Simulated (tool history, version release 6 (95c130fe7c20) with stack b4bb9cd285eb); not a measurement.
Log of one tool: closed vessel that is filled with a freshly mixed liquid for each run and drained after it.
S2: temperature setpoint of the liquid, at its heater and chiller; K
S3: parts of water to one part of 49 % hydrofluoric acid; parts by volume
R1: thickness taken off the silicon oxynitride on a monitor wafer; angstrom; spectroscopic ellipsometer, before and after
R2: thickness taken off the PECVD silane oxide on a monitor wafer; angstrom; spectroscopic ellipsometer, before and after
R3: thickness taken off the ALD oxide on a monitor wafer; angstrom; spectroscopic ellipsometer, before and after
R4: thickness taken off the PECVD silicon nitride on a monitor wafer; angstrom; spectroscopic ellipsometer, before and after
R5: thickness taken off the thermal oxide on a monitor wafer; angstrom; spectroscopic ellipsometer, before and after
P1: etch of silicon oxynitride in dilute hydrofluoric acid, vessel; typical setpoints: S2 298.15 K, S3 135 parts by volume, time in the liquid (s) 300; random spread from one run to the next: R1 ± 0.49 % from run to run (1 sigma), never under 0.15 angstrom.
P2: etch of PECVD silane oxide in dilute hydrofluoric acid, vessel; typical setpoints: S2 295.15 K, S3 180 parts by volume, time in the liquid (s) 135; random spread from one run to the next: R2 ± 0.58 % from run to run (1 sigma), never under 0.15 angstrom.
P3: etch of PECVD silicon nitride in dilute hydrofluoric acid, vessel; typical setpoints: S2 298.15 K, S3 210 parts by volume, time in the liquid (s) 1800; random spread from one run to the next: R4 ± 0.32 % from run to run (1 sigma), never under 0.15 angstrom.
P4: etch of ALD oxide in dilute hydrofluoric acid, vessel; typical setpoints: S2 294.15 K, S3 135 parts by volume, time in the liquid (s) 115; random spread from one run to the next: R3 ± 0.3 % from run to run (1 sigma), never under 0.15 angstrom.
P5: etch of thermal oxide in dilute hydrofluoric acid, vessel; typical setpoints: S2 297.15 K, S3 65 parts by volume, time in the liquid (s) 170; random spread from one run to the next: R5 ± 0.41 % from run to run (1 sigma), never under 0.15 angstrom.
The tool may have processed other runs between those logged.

run 1 hour=2.2 | process_that_ran=P1 S2=298.15 S3=135 time_in_the_liquid_(s)=300 | R1=108.110
run 2 hour=6.3 | process_that_ran=P1 S2=298.15 S3=25 time_in_the_liquid_(s)=300 | R1=643.660
run 3 hour=10.3 | process_that_ran=P1 S2=298.15 S3=135 time_in_the_liquid_(s)=300 | R1=108.680
run 4 hour=13.4 | process_that_ran=P2 S2=295.15 S3=180 time_in_the_liquid_(s)=135 | R2=126.66
run 5 hour=17.2 | process_that_ran=P2 S2=295.15 S3=85 time_in_the_liquid_(s)=135 | R2=298.78
run 6 hour=20.2 | process_that_ran=P4 S2=294.15 S3=135 time_in_the_liquid_(s)=30 | R3=46.712
run 7 hour=24.2 | process_that_ran=P1 S2=298.15 S3=135 time_in_the_liquid_(s)=300 | R1=108.170
run 8 hour=26.1 | process_that_ran=P1 S2=298.15 S3=135 time_in_the_liquid_(s)=510 | R1=183.770
run 9 hour=28.9 | process_that_ran=P3 S2=298.15 S3=210 time_in_the_liquid_(s)=475 | R4=40.465
run 10 hour=32.6 | process_that_ran=P5 S2=292.15 S3=65 time_in_the_liquid_(s)=170 | R5=106.010
run 11 hour=35.9 | process_that_ran=P1 S2=298.15 S3=180 time_in_the_liquid_(s)=420 | R1=109.340
run 12 hour=40.1 | process_that_ran=P1 S2=298.15 S3=135 time_in_the_liquid_(s)=300 | R1=107.640
run 13 hour=43.6 | process_that_ran=P3 S2=298.15 S3=210 time_in_the_liquid_(s)=1800 | R4=152.790
run 14 hour=46.6 | process_that_ran=P1 S2=298.15 S3=135 time_in_the_liquid_(s)=30 | R1=10.680
run 15 hour=48.7 | process_that_ran=P2 S2=295.15 S3=180 time_in_the_liquid_(s)=195 | R2=183.09
run 16 hour=52.8 | process_that_ran=P1 S2=303.15 S3=135 time_in_the_liquid_(s)=300 | R1=135.080
run 17 hour=56.7 | process_that_ran=P5 S2=297.15 S3=65 time_in_the_liquid_(s)=30 | R5=23.017
run 18 hour=60.9 | process_that_ran=P5 S2=297.15 S3=20 time_in_the_liquid_(s)=170 | R5=451.750
run 19 hour=64.2 | process_that_ran=P1 S2=298.15 S3=250 time_in_the_liquid_(s)=300 | R1=54.300
run 20 hour=68.2 | process_that_ran=P5 S2=297.15 S3=65 time_in_the_liquid_(s)=170 | R5=130.840
run 21 hour=71.7 | process_that_ran=P3 S2=298.15 S3=210 time_in_the_liquid_(s)=1800 | R4=152.100
run 22 hour=73.7 | process_that_ran=P4 S2=294.15 S3=135 time_in_the_liquid_(s)=115 | R3=180.180
run 23 hour=77.0 | process_that_ran=P1 S2=290.15 S3=135 time_in_the_liquid_(s)=300 | R1=73.697
run 24 hour=79.9 | process_that_ran=P4 S2=294.15 S3=60 time_in_the_liquid_(s)=115 | R3=440.330
run 25 hour=84.0 | process_that_ran=P3 S2=298.15 S3=345 time_in_the_liquid_(s)=1800 | R4=93.334
run 26 hour=86.2 | process_that_ran=P1 S2=290.15 S3=75 time_in_the_liquid_(s)=300 | R1=138.830
run 27 hour=89.6 | process_that_ran=P2 S2=301.15 S3=180 time_in_the_liquid_(s)=135 | R2=157.04
run 28 hour=91.6 | process_that_ran=P3 S2=303.65 S3=210 time_in_the_liquid_(s)=1800 | R4=213.470
run 29 hour=94.8 | process_that_ran=P4 S2=301.15 S3=135 time_in_the_liquid_(s)=115 | R3=234.460
run 30 hour=96.9 | process_that_ran=P1 S2=298.15 S3=135 time_in_the_liquid_(s)=300 | R1=108.190
run 31 hour=99.3 | process_that_ran=P1 S2=298.15 S3=135 time_in_the_liquid_(s)=300 | R1=104.790
run 32 hour=103.2 | process_that_ran=P1 S2=298.15 S3=135 time_in_the_liquid_(s)=300 | R1=102.990
run 33 hour=107.5 | process_that_ran=P1 S2=298.15 S3=135 time_in_the_liquid_(s)=300 | R1=100.960
run 34 hour=109.7 | process_that_ran=P1 S2=298.15 S3=135 time_in_the_liquid_(s)=300 | R1=101.780
run 35 hour=112.2 | process_that_ran=P1 S2=298.15 S3=135 time_in_the_liquid_(s)=300 | R1=100.370
run 36 hour=114.4 | process_that_ran=P1 S2=298.15 S3=135 time_in_the_liquid_(s)=300 | R1=100.170
run 37 hour=117.7 | process_that_ran=P1 S2=298.15 S3=135 time_in_the_liquid_(s)=300 | R1=101.220
run 38 hour=120.8 | process_that_ran=P1 S2=298.15 S3=135 time_in_the_liquid_(s)=300 | R1=100.080

The log shows P1 creeping away from where it was. Any of the 2 causes listed here, at the size stated for it, fits the log just as well as the others:
A: hydrofluoric acid flow below the setpoint (%) = 6.71
B: liquid colder than its thermometer reads (K) = 1.68
The creep began at about hour 96.9.

The list below offers 4 check runs, each averaging the results of 2 wafers, and shows each result as a question mark. For which of them would the listed causes give clearly different results?
run check 1 hour=123.9 | process_that_ran=P5 S2=297.15 S3=65 time_in_the_liquid_(s)=30 | R5=?
run check 2 hour=123.9 | process_that_ran=P4 S2=294.15 S3=65 time_in_the_liquid_(s)=30 | R3=?
run check 3 hour=123.9 | process_that_ran=P3 S2=298.15 S3=310 time_in_the_liquid_(s)=770 | R4=?
run check 4 hour=123.9 | process_that_ran=P2 S2=295.15 S3=100 time_in_the_liquid_(s)=180 | R2=?

If the cause were each of the candidates in turn, the checks would give the following:
check=check_1 result=R5 if_A=21.402 if_B=21.548
check=check_2 result=R3 if_A=97.679 if_B=98.132
check=check_3 result=R4 if_A=41.358 if_B=40.026
check=check_4 result=R2 if_A=305.79 if_B=308.71
Smallest distance between any two causes, each pair judged by its most separating result, in per cent: check 1 0.68 %; check 2 0.46 %; check 3 3.28 %; check 4 0.95 %
The other checks would show nearly matching results whichever cause is true, so check 3 is the only one that separates the causes.

Then check 3 was run and gave: R4 40.179 angstrom. Which cause is it?

It is B: liquid colder than its thermometer reads (K).

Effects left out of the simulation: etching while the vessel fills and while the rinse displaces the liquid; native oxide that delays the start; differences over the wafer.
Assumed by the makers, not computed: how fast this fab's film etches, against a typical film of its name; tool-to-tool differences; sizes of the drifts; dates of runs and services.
